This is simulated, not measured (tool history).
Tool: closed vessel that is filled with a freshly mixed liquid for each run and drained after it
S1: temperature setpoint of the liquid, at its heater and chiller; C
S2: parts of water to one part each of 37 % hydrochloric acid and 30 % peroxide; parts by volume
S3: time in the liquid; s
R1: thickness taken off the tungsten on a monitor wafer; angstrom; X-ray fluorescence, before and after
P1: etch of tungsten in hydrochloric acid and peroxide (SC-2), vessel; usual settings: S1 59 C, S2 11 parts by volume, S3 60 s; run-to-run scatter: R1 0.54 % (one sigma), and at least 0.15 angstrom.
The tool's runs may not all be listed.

{"run": 1, "hour": 10.7, "S1": 59, "S2": 11, "S3": 60, "R1": 142.3}
{"run": 2, "hour": 18.9, "S1": 52, "S2": 18, "S3": 60, "R1": 58.913}
{"run": 3, "hour": 27.1, "S1": 59, "S2": 11, "S3": 120, "R1": 285.57}
{"run": 4, "hour": 32.2, "S1": 59, "S2": 11, "S3": 60, "R1": 142.55}
{"run": 5, "hour": 37.0, "S1": 59, "S2": 11, "S3": 60, "R1": 143.86}
{"hour": 45.3, "done": "chemicals flow meter replaced"}
{"hour": 46.7, "done": "thermometer replaced"}
{"run": 6, "hour": 48.0, "S1": 59, "S2": 11, "S3": 35, "R1": 83.263}
{"run": 7, "hour": 55.0, "S1": 72, "S2": 11, "S3": 60, "R1": 312.19}
{"run": 8, "hour": 60.4, "S1": 59, "S2": 11, "S3": 60, "R1": 143.19}
{"run": 9, "hour": 67.2, "S1": 59, "S2": 11, "S3": 60, "R1": 143.76}
{"run": 10, "hour": 73.2, "S1": 59, "S2": 20, "S3": 60, "R1": 83.794}
{"run": 11, "hour": 82.3, "S1": 49, "S2": 11, "S3": 60, "R1": 74.433}
{"run": 12, "hour": 89.5, "S1": 59, "S2": 18, "S3": 85, "R1": 131.1}
{"run": 13, "hour": 100.2, "S1": 59, "S2": 4, "S3": 60, "R1": 305.61}
{"run": 14, "hour": 111.0, "S1": 59, "S2": 11, "S3": 60, "R1": 141.14}
{"run": 15, "hour": 119.5, "S1": 59, "S2": 11, "S3": 60, "R1": 146.59}
{"run": 16, "hour": 128.8, "S1": 59, "S2": 11, "S3": 60, "R1": 149.96}
{"run": 17, "hour": 138.1, "S1": 59, "S2": 11, "S3": 60, "R1": 152.97}
{"run": 18, "hour": 146.3, "S1": 59, "S2": 11, "S3": 60, "R1": 153.22}
{"run": 19, "hour": 153.2, "S1": 59, "S2": 11, "S3": 60, "R1": 155.27}
{"run": 20, "hour": 160.4, "S1": 59, "S2": 11, "S3": 60, "R1": 153.41}
{"run": 21, "hour": 167.2, "S1": 59, "S2": 11, "S3": 60, "R1": 154.6}
{"run": 22, "hour": 175.9, "S1": 59, "S2": 11, "S3": 60, "R1": 156.33}

Run 23 comes next. What will it give?
{"run": 23, "hour": 185.6, "S1": 59, "S2": 11, "S3": 60, "R1": "?"}

{"run 23": {"R1": 155.15}}
